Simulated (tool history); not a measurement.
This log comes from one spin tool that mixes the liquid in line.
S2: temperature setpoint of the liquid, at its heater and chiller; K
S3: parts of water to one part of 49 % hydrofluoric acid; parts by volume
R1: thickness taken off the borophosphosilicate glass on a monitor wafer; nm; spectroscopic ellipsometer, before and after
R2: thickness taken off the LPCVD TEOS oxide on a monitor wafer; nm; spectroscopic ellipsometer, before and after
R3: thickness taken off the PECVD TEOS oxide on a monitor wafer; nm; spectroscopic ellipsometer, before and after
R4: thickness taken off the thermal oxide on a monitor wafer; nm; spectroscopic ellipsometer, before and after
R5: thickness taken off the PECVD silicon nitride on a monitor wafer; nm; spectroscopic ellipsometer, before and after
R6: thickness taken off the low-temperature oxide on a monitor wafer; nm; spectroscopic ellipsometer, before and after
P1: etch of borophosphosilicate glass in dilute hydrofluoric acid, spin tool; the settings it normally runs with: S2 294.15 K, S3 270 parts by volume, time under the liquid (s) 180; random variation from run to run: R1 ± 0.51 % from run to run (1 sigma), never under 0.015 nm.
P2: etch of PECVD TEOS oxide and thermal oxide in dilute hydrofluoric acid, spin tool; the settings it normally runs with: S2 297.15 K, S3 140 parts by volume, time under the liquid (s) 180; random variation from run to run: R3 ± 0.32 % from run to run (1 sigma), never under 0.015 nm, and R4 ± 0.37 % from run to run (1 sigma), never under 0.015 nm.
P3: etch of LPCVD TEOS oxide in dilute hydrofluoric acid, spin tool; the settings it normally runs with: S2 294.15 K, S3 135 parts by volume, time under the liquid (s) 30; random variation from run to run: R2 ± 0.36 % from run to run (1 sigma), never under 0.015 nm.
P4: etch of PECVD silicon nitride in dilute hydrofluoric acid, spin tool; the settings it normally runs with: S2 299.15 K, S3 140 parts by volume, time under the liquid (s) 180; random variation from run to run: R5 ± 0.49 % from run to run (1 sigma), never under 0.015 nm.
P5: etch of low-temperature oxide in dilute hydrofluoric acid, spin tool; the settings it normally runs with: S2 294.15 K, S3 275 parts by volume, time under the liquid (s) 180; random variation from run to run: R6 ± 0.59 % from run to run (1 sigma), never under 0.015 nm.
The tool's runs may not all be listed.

{"run": 1, "hour": 12.4, "process that ran": "P1", "S2": 294.15, "S3": 270, "time under the liquid (s)": 180, "R1": 17.597}
{"run": 2, "hour": 25.1, "process that ran": "P3", "S2": 294.15, "S3": 135, "time under the liquid (s)": 55, "R2": 19.523}
{"run": 3, "hour": 36.3, "process that ran": "P1", "S2": 294.15, "S3": 270, "time under the liquid (s)": 180, "R1": 17.651}
{"run": 4, "hour": 52.7, "process that ran": "P2", "S2": 290.15, "S3": 140, "time under the liquid (s)": 180, "R3": 21.187, "R4": 4.6118}
{"run": 5, "hour": 64.3, "process that ran": "P1", "S2": 294.15, "S3": 465, "time under the liquid (s)": 180, "R1": 8.6372}
{"run": 6, "hour": 82.8, "process that ran": "P1", "S2": 298.15, "S3": 270, "time under the liquid (s)": 255, "R1": 28.724}
{"run": 7, "hour": 97.9, "process that ran": "P2", "S2": 297.15, "S3": 215, "time under the liquid (s)": 180, "R3": 16.747, "R4": 3.6326}
{"run": 8, "hour": 111.1, "process that ran": "P4", "S2": 299.15, "S3": 140, "time under the liquid (s)": 180, "R5": 4.7458}
{"run": 9, "hour": 123.8, "process that ran": "P3", "S2": 294.15, "S3": 135, "time under the liquid (s)": 30, "R2": 10.605}
{"run": 10, "hour": 142.7, "process that ran": "P1", "S2": 294.15, "S3": 270, "time under the liquid (s)": 180, "R1": 17.48}
{"run": 11, "hour": 158.9, "process that ran": "P1", "S2": 294.15, "S3": 270, "time under the liquid (s)": 45, "R1": 4.3986}
{"run": 12, "hour": 173.9, "process that ran": "P1", "S2": 294.15, "S3": 270, "time under the liquid (s)": 180, "R1": 17.579}
{"run": 13, "hour": 190.5, "process that ran": "P3", "S2": 290.15, "S3": 135, "time under the liquid (s)": 30, "R2": 8.9743}
{"run": 14, "hour": 205.5, "process that ran": "P2", "S2": 297.15, "S3": 140, "time under the liquid (s)": 180, "R3": 27.867, "R4": 6.1111}
{"run": 15, "hour": 215.0, "process that ran": "P4", "S2": 299.15, "S3": 140, "time under the liquid (s)": 90, "R5": 2.4049}
{"run": 16, "hour": 229.9, "process that ran": "P5", "S2": 290.15, "S3": 275, "time under the liquid (s)": 180, "R6": 4.4414}
{"run": 17, "hour": 238.1, "process that ran": "P4", "S2": 306.65, "S3": 140, "time under the liquid (s)": 180, "R5": 7.6226}
{"hour": 242.4, "done": "thermometer replaced"}
{"run": 18, "hour": 256.7, "process that ran": "P4", "S2": 299.15, "S3": 220, "time under the liquid (s)": 180, "R5": 3.0359}
{"run": 19, "hour": 270.4, "process that ran": "P3", "S2": 294.15, "S3": 235, "time under the liquid (s)": 30, "R2": 5.4946}
{"run": 20, "hour": 287.0, "process that ran": "P1", "S2": 300.65, "S3": 270, "time under the liquid (s)": 180, "R1": 22.207}
{"run": 21, "hour": 299.2, "process that ran": "P1", "S2": 294.15, "S3": 130, "time under the liquid (s)": 180, "R1": 41.927}
{"run": 22, "hour": 311.6, "process that ran": "P1", "S2": 294.15, "S3": 270, "time under the liquid (s)": 295, "R1": 28.737}
{"run": 23, "hour": 326.9, "process that ran": "P5", "S2": 294.15, "S3": 125, "time under the liquid (s)": 180, "R6": 13.072}
{"run": 24, "hour": 335.6, "process that ran": "P2", "S2": 297.15, "S3": 140, "time under the liquid (s)": 180, "R3": 27.94, "R4": 6.1387}
{"run": 25, "hour": 345.1, "process that ran": "P2", "S2": 297.15, "S3": 140, "time under the liquid (s)": 45, "R3": 6.9171, "R4": 1.507}
{"run": 26, "hour": 358.1, "process that ran": "P5", "S2": 294.15, "S3": 275, "time under the liquid (s)": 315, "R6": 9.0348}
{"run": 27, "hour": 375.5, "process that ran": "P5", "S2": 294.15, "S3": 275, "time under the liquid (s)": 180, "R6": 5.1264}
{"run": 28, "hour": 387.5, "process that ran": "P1", "S2": 290.15, "S3": 270, "time under the liquid (s)": 180, "R1": 14.994}
{"run": 29, "hour": 396.2, "process that ran": "P4", "S2": 299.15, "S3": 140, "time under the liquid (s)": 180, "R5": 4.7863}
{"run": 30, "hour": 406.5, "process that ran": "P1", "S2": 294.15, "S3": 270, "time under the liquid (s)": 180, "R1": 17.521}
{"run": 31, "hour": 423.2, "process that ran": "P1", "S2": 294.15, "S3": 270, "time under the liquid (s)": 180, "R1": 17.637}
{"run": 32, "hour": 440.4, "process that ran": "P1", "S2": 294.15, "S3": 270, "time under the liquid (s)": 180, "R1": 18.008}
{"run": 33, "hour": 459.0, "process that ran": "P1", "S2": 294.15, "S3": 270, "time under the liquid (s)": 180, "R1": 18.467}
{"run": 34, "hour": 473.6, "process that ran": "P1", "S2": 294.15, "S3": 270, "time under the liquid (s)": 180, "R1": 18.519}
{"run": 35, "hour": 491.8, "process that ran": "P1", "S2": 294.15, "S3": 270, "time under the liquid (s)": 180, "R1": 18.639}
{"run": 36, "hour": 504.9, "process that ran": "P1", "S2": 294.15, "S3": 270, "time under the liquid (s)": 180, "R1": 18.612}
{"run": 37, "hour": 515.9, "process that ran": "P1", "S2": 294.15, "S3": 270, "time under the liquid (s)": 180, "R1": 18.654}
{"run": 38, "hour": 531.2, "process that ran": "P1", "S2": 294.15, "S3": 270, "time under the liquid (s)": 180, "R1": 18.658}

P1 no longer gives what it gave before; its output has crept away from where it was. The following 2 causes, each at its listed size, fit the log equally well:
A: liquid hotter than its thermometer reads (K) = 1.82
B: hydrofluoric acid flow above the setpoint (%) = 5.43
Creep in the process output first set in at about hour 423.2.

The check runs listed below each take one wafer, and their results are still question marks. Under which run would the listed causes lead to clearly different results?
{"run": "check 1", "hour": 546.5, "process that ran": "P5", "S2": 290.15, "S3": 275, "time under the liquid (s)": 305, "R6": "?"}
{"run": "check 2", "hour": 546.5, "process that ran": "P3", "S2": 294.15, "S3": 205, "time under the liquid (s)": 55, "R2": "?"}
{"run": "check 3", "hour": 546.5, "process that ran": "P2", "S2": 297.15, "S3": 195, "time under the liquid (s)": 55, "R3": "?", "R4": "?"}
{"run": "check 4", "hour": 546.5, "process that ran": "P4", "S2": 302.65, "S3": 140, "time under the liquid (s)": 180, "R5": "?"}

If the cause were each of the candidates in turn, the checks would give the following:
check=check_1 result=R6 if_A=8.0058 if_B=7.9735
check=check_2 result=R2 if_A=12.7300 if_B=12.6650
check=check_3 result=R3 if_A=6.1423 if_B=6.1237
check=check_3 result=R4 if_A=1.3451 if_B=1.3410
check=check_4 result=R5 if_A=6.6594 if_B=6.2835
How far apart the two closest causes lie, in the result that separates them most: check 1 0.4 %; check 2 0.51 %; check 3 0.3 %; check 4 5.81 %
The other checks would show nearly matching results whichever cause is true, so check 4 is the only one that separates the causes.

Check 4 was then run and gave: R5 6.6725 nm. Which cause is it?

Of the candidate causes, it is A: liquid hotter than its thermometer reads (K).
